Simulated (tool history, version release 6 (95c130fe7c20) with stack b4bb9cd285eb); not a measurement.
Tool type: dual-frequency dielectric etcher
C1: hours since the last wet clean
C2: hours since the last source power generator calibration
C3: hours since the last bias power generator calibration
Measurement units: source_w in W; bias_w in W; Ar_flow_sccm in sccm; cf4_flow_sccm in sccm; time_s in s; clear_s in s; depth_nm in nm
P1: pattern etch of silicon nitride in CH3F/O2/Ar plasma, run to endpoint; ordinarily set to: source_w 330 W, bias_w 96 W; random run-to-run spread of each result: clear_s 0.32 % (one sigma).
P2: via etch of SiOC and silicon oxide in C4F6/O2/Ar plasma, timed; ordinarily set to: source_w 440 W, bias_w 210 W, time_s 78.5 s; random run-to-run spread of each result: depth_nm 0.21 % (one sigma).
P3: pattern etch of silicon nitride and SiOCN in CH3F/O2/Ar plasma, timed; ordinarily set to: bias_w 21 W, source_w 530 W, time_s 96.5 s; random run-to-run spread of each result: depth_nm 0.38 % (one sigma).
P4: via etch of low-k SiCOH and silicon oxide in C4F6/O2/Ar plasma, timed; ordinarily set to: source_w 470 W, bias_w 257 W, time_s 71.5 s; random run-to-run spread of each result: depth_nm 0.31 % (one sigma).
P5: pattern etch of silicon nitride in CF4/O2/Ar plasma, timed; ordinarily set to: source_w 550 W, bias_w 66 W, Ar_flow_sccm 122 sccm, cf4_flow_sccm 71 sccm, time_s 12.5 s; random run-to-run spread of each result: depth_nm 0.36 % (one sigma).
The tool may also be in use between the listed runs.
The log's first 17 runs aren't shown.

run 18 hour=168.9 | process=P2 source_w=280 bias_w=210 time_s=78.5 | C1=309.9 C2=566.1 C3=1604.3 | depth_nm=80.766
run 19 hour=177.4 | process=P1 source_w=330 bias_w=67 | C1=318.4 C2=574.6 C3=1612.8 | clear_s=43.121
run 20 hour=188.5 | process=P1 source_w=330 bias_w=96 | C1=329.5 C2=585.7 C3=1623.9 | clear_s=38.160
run 21 hour=195.8 | process=P4 source_w=470 bias_w=192 time_s=71.5 | C1=336.8 C2=593.0 C3=1631.2 | depth_nm=224.180
run 22 hour=202.1 | process=P1 source_w=220 bias_w=96 | C1=343.1 C2=599.3 C3=1637.5 | clear_s=44.179
run 23 hour=211.4 | process=P1 source_w=330 bias_w=96 | C1=352.4 C2=608.6 C3=1646.8 | clear_s=38.043
run 24 hour=223.8 | process=P4 source_w=470 bias_w=257 time_s=39.5 | C1=364.8 C2=621.0 C3=1659.2 | depth_nm=135.520
run 25 hour=237.5 | process=P3 source_w=530 bias_w=21 time_s=96.5 | C1=378.5 C2=634.7 C3=1672.9 | depth_nm=13.595
run 26 hour=250.0 | process=P1 source_w=330 bias_w=96 | C1=391.0 C2=647.2 C3=1685.4 | clear_s=37.931
run 27 hour=258.1 | process=P5 source_w=550 bias_w=66 Ar_flow_sccm=122 cf4_flow_sccm=49 time_s=12.5 | C1=399.1 C2=655.3 C3=1693.5 | depth_nm=26.354
run 28 hour=270.9 | process=P4 source_w=470 bias_w=257 time_s=71.5 | C1=411.9 C2=668.1 C3=1706.3 | depth_nm=245.430
run 29 hour=281.4 | process=P1 source_w=330 bias_w=96 | C1=422.4 C2=678.6 C3=1716.8 | clear_s=38.311
run 30 hour=294.0 | process=P1 source_w=330 bias_w=96 | C1=435.0 C2=691.2 C3=1729.4 | clear_s=38.498
run 31 hour=306.7 | process=P1 source_w=330 bias_w=96 | C1=447.7 C2=703.9 C3=1742.1 | clear_s=38.344
run 32 hour=317.5 | process=P1 source_w=330 bias_w=96 | C1=458.5 C2=714.7 C3=1752.9 | clear_s=38.786
run 33 hour=327.8 | process=P1 source_w=330 bias_w=96 | C1=468.8 C2=725.0 C3=1763.2 | clear_s=38.397
run 34 hour=339.2 | process=P1 source_w=330 bias_w=96 | C1=480.2 C2=736.4 C3=1774.6 | clear_s=38.548
run 35 hour=345.8 | process=P1 source_w=330 bias_w=96 | C1=486.8 C2=743.0 C3=1781.2 | clear_s=38.702
-- hour=348.0 wet clean of the chamber
run 36 hour=355.9 | process=P1 source_w=330 bias_w=96 | C1=8.0 C2=753.1 C3=1791.3 | clear_s=38.529
run 37 hour=364.5 | process=P1 source_w=330 bias_w=96 | C1=16.6 C2=761.7 C3=1799.9 | clear_s=38.621
run 38 hour=373.0 | process=P1 source_w=330 bias_w=96 | C1=25.1 C2=770.2 C3=1808.4 | clear_s=38.829

What does the tool deliver on the next run?
run 39 hour=380.1 | process=P1 source_w=330 bias_w=96 | C1=32.2 C2=777.3 C3=1815.5 | clear_s=?

clear_s: 38.642 s
